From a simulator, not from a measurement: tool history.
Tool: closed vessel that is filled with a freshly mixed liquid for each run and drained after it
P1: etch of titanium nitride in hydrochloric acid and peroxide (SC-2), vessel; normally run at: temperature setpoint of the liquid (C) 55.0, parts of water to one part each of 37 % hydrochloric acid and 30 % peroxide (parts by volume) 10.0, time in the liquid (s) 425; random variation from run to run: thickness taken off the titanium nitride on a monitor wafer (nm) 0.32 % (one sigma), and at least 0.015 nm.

run,hour,temperature setpoint of the liquid (C),parts of water to one part each of 37 % hydrochloric acid and 30 % peroxide (parts by volume),time in the liquid (s),thickness taken off the titanium nitride on a monitor wafer (nm)
1,14.1,55.0,10.0,425,28.0300
2,23.1,55.0,10.0,30,1.9959
3,32.5,55.0,4.0,425,55.9780
4,42.4,55.0,10.0,425,28.0200
5,58.7,55.0,10.0,425,28.2130
6,68.5,55.0,10.0,425,27.9790
7,83.0,55.0,18.5,425,16.4210
8,97.3,39.0,10.0,170,3.8035
9,106.8,40.0,10.0,425,10.0690
10,121.9,43.0,10.0,255,7.5640
11,141.1,55.0,10.0,425,28.0900
12,150.2,71.5,10.0,425,77.4550
13,166.8,55.0,10.0,425,28.0940
14,184.3,65.5,18.0,425,32.4690
15,202.1,55.0,10.0,425,27.9440
16,216.0,55.0,10.0,820,54.3890
17,228.6,55.0,10.0,425,27.9000
18,237.6,55.0,10.0,425,29.0940
19,248.5,55.0,10.0,425,29.7640
20,264.5,55.0,10.0,425,30.3830
21,273.3,55.0,10.0,425,30.2520
22,286.6,55.0,10.0,425,30.5760

The next listed run, before its measurement:
23,295.3,55.0,10.0,425,?

thickness taken off the titanium nitride on a monitor wafer (nm): 30.5210

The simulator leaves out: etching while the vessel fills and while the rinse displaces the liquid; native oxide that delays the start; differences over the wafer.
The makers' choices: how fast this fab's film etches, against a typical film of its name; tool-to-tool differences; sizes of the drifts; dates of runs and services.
